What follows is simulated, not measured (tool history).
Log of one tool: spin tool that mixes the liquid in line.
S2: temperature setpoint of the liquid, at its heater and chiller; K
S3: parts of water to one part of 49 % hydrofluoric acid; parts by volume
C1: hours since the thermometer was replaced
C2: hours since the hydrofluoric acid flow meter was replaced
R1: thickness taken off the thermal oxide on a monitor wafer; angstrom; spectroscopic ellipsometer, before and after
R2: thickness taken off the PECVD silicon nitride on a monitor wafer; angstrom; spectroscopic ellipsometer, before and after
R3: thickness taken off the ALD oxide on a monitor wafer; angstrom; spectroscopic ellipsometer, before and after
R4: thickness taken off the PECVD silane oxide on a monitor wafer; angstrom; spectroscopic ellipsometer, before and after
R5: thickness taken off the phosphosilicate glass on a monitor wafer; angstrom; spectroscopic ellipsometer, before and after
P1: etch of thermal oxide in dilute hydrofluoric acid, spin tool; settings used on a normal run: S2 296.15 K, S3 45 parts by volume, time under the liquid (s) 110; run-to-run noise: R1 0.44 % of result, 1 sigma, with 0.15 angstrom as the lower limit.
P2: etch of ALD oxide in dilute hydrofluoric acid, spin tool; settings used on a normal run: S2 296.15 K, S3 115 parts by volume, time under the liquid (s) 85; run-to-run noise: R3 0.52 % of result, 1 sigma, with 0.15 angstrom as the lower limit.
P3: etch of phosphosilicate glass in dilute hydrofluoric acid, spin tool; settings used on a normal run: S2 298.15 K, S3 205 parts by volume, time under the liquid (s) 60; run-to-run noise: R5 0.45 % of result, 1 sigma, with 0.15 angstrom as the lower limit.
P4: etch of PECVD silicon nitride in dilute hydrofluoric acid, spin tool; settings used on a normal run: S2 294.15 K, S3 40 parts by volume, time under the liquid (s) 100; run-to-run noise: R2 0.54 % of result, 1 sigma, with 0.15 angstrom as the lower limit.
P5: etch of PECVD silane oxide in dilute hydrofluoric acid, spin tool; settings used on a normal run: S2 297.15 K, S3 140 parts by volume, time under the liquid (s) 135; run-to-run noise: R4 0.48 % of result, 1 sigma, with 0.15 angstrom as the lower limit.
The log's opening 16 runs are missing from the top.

{"run": 17, "day": 4.358, "process that ran": "P3", "S2": 291.15, "S3": 205, "time under the liquid (s)": 60, "C1": 1839.4, "C2": 866.2, "R5": 129.4}
{"run": 18, "day": 4.579, "process that ran": "P1", "S2": 296.15, "S3": 75, "time under the liquid (s)": 110, "C1": 1844.7, "C2": 871.5, "R1": 67.22}
{"run": 19, "day": 4.783, "process that ran": "P2", "S2": 296.15, "S3": 115, "time under the liquid (s)": 140, "C1": 1849.6, "C2": 876.4, "R3": 192.1}
{"run": 20, "day": 5.1, "process that ran": "P1", "S2": 302.65, "S3": 45, "time under the liquid (s)": 110, "C1": 1857.2, "C2": 884.0, "R1": 153.29}
{"run": 21, "day": 5.283, "process that ran": "P3", "S2": 298.15, "S3": 205, "time under the liquid (s)": 60, "C1": 1861.6, "C2": 888.4, "R5": 166.91}
{"run": 22, "day": 5.529, "process that ran": "P3", "S2": 298.15, "S3": 45, "time under the liquid (s)": 60, "C1": 1867.5, "C2": 894.3, "R5": 940.27}
{"day": 5.712, "done": "thermometer replaced"}
{"run": 23, "day": 5.8, "process that ran": "P1", "S2": 296.15, "S3": 45, "time under the liquid (s)": 110, "C1": 2.1, "C2": 900.8, "R1": 117.42}
{"run": 24, "day": 6.125, "process that ran": "P2", "S2": 296.15, "S3": 210, "time under the liquid (s)": 85, "C1": 9.9, "C2": 908.6, "R3": 57.906}
{"day": 6.246, "done": "hydrofluoric acid flow meter replaced"}
{"run": 25, "day": 6.354, "process that ran": "P2", "S2": 296.15, "S3": 115, "time under the liquid (s)": 85, "C1": 15.4, "C2": 2.6, "R3": 118.45}
{"run": 26, "day": 6.671, "process that ran": "P1", "S2": 296.15, "S3": 45, "time under the liquid (s)": 110, "C1": 23.0, "C2": 10.2, "R1": 117.69}

Expected results for the next run?
{"run": 27, "day": 6.883, "process that ran": "P1", "S2": 296.15, "S3": 45, "time under the liquid (s)": 110, "C1": 28.1, "C2": 15.3, "R1": "?"}

{"run 27": {"R1": 118.81}}
